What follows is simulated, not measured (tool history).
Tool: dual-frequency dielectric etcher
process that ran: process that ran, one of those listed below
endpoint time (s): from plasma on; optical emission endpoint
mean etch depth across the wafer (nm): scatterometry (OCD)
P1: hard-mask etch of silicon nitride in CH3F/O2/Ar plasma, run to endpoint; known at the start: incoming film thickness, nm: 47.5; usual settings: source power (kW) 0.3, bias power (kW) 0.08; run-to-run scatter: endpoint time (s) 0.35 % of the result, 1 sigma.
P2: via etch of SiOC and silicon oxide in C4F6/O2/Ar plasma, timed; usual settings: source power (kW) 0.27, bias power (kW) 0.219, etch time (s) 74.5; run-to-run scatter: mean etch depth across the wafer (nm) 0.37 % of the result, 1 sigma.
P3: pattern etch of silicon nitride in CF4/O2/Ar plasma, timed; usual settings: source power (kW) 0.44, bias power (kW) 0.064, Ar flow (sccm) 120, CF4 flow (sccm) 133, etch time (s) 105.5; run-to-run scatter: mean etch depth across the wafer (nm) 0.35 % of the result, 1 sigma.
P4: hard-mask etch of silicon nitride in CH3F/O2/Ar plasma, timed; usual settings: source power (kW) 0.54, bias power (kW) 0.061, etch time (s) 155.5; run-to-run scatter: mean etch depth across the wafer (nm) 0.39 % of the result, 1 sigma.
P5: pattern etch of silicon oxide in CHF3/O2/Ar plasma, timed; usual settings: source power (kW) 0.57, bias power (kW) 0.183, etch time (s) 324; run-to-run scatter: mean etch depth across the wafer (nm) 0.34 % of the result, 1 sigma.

run,hour,process that ran,source power (kW),bias power (kW),etch time (s),Ar flow (sccm),CF4 flow (sccm),endpoint time (s),mean etch depth across the wafer (nm)
1,5.1,P1,0.3,0.08,,,,77.281,
2,9.3,P2,0.27,0.219,103.5,,,,106.8
3,12.8,P5,0.69,0.183,324,,,,688.89
4,16.4,P4,0.54,0.061,155.5,,,,113.83
5,20,P4,0.33,0.061,155.5,,,,93.76
6,26.1,P1,0.38,0.08,,,,70.638,
7,30.6,P2,0.35,0.219,74.5,,,,85.257
8,34.1,P3,0.44,0.064,73.5,120,133,,140.04
9,38.1,P2,0.27,0.266,74.5,,,,82.288
10,42.3,P1,0.3,0.08,,,,77.699,
11,48.6,P3,0.44,0.064,105.5,120,133,,201.08
12,51.8,P4,0.54,0.042,155.5,,,,102.14
13,55.4,P1,0.38,0.103,,,,64.238,
14,61.1,P3,0.44,0.064,105.5,76,133,,208.81
15,65,P5,0.57,0.183,220,,,,437.34
16,71.9,P2,0.27,0.219,74.5,,,,77.583
17,75.8,P1,0.3,0.061,,,,85.12,
18,82,P1,0.3,0.08,,,,77.53,
19,87.7,P1,0.3,0.08,,,,77.875,
20,94.7,P3,0.44,0.064,105.5,120,133,,200.16
21,99.2,P1,0.3,0.08,,,,77.201,
22,104,P3,0.44,0.052,105.5,120,133,,186.01
23,109.7,P4,0.54,0.061,208,,,,153.19
24,115.9,P1,0.2,0.08,,,,90.21,
25,119.1,P1,0.3,0.107,,,,69.208,
26,124.3,P1,0.3,0.08,,,,77.344,
27,128.7,P5,0.57,0.183,324,,,,647.91
28,134.8,P5,0.57,0.228,324,,,,695.94
29,140.3,P3,0.56,0.064,105.5,120,133,,247.95
30,146.3,P1,0.3,0.08,,,,76.957,
31,151.1,P3,0.44,0.064,105.5,120,79,,189.11
32,157,P1,0.3,0.08,,,,77.73,
33,160.6,P1,0.3,0.08,,,,76.866,
34,166.7,P1,0.3,0.08,,,,76.711,
35,173.5,P1,0.3,0.08,,,,75.55,
36,180.9,P1,0.3,0.08,,,,75.809,
37,184.6,P1,0.3,0.08,,,,76.414,
38,189.2,P1,0.3,0.08,,,,76.038,
# hour 191.1: wet clean of the chamber
39,194.6,P1,0.3,0.08,,,,76.11,
40,198.9,P1,0.3,0.08,,,,75.757,
41,202.5,P1,0.3,0.08,,,,76.009,
42,206.4,P1,0.3,0.08,,,,75.874,

What P1 gives has crept away from where it was. These 2 causes fit the log equally well, each at the size given:
A: source power that arrives over what is set, % = 4.76
B: bias power that arrives over what is set, % = 4.96
The creep began at about hour 157.
Why every other cause is out:
chamber walls in a state that raises the etch rate, %: serviced at hour 191.1, which brought nothing back

4 check runs are offered, each on 2 wafers whose results are averaged, their results left as question marks. Which one tells the causes apart?
check 1,210.3,P3,0.44,0.064,105.5,120,133,,?
check 2,210.3,P4,0.54,0.061,155.5,,,,?
check 3,210.3,P2,0.27,0.219,74.5,,,,?
check 4,210.3,P5,0.57,0.183,324,,,,?

What each check would give under each cause:
check,result,if A,if B
check 1,mean etch depth across the wafer (nm),208.78,204.38
check 2,mean etch depth across the wafer (nm),115.99,115.72
check 3,mean etch depth across the wafer (nm),78.334,78.257
check 4,mean etch depth across the wafer (nm),656.61,655.76
How far apart the two closest causes lie, in the result that separates them most: check 1 2.13 %; check 2 0.23 %; check 3 0.1 %; check 4 0.13 %
Only check 1 tells the causes apart: in the others they would give nearly the same result.

Then check 1 was run and gave: mean etch depth across the wafer (nm) 204.59. Which cause is it?

It is B: bias power that arrives over what is set, %.
